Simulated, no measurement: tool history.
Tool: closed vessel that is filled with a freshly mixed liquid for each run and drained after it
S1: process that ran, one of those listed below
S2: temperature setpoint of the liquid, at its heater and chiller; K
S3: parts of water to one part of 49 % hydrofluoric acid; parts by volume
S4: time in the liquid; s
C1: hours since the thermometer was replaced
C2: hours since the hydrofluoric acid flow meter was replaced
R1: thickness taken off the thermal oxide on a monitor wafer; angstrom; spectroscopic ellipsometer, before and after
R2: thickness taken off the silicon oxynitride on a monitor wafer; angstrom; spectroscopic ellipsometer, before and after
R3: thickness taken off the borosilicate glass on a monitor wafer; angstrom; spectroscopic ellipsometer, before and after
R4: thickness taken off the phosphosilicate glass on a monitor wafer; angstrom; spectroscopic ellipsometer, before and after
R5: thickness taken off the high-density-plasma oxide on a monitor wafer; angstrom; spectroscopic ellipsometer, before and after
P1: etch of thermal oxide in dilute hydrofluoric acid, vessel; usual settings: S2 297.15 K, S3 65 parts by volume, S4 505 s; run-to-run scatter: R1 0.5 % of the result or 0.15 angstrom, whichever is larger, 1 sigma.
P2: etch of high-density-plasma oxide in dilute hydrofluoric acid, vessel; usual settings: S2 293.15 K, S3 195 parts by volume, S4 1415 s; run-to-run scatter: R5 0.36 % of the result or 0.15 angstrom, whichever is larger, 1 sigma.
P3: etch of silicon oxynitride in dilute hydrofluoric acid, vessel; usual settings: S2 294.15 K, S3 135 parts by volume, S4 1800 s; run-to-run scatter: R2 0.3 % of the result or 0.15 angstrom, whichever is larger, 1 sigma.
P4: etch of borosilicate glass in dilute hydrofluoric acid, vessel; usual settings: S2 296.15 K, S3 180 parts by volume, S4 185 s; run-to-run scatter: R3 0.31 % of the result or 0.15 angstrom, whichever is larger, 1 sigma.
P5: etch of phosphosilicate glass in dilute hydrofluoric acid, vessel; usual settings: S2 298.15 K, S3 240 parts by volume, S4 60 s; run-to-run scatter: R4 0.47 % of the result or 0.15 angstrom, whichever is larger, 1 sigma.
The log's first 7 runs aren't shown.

run   hour  S1      S2   S3    S4      C1     C2       R1      R2       R3      R4       R5
  8   28.8  P1  300.65   65   710  2037.7  164.0  599.370
  9   31.3  P1  304.15   65   505  2040.2  166.5  491.000
 10   34.8  P4  296.15  180   310  2043.7  170.0                    538.32
 11   37.8  P5  290.15  240    60  2046.7  173.0                            225.57
 12   41.3  P1  297.15   65   505  2050.2  176.5  373.200
 13   45.2  P1  297.15  110   505  2054.1  180.4  208.160
 14   47.8  P5  298.15  385    60  2056.7  183.0                            166.37
 15   49.8  P2  293.15  195  2595  2058.7  185.0                                     666.50
 16   52.3  P4  302.15  180   185  2061.2  187.5                    398.66
 17   56.3  P2  293.15  195  1415  2065.2  191.5                                     362.89
 18   59.4  P2  293.15   45  1415  2068.3  194.6                                    1838.90
 19   62.5  P5  298.15  240    30  2071.4  197.7                            152.90
 20   65.1  P3  294.15  135   485  2074.0  200.3           121.26
 21   68.9  P3  294.15  215  1800  2077.8  204.1           266.43
 22   72.0  P1  297.15   65    70  2080.9  207.2   51.573
 23   74.4  P1  297.15   65   505  2083.3  209.6  374.050
 24   76.3  P4  296.15   35   185  2085.2  211.5                   1946.70
 25   80.2  P1  297.15   65   990  2089.1  215.4  729.960
 26   82.4  P1  297.15   65   505  2091.3  217.6  370.590
 27   85.6  P1  292.65   65   505  2094.5  220.8  308.960
 28   87.8  P3  300.65  135  1800  2096.7  223.0           603.70
 29   90.4  P2  290.15  195  1415  2099.3  225.6                                     320.85
 30   93.8  P4  296.15  180   185  2102.7  229.0                    320.05
 31   96.9  P1  297.15   65   505  2105.8  232.1  370.730
 32  100.0  P1  297.15   65   505  2108.9  235.2  378.800

Run 33 comes next. What will it give?
 33  101.8  P1  297.15  65  505  2110.7  237.0   ?

{"run 33": {"R1": 382.01}}

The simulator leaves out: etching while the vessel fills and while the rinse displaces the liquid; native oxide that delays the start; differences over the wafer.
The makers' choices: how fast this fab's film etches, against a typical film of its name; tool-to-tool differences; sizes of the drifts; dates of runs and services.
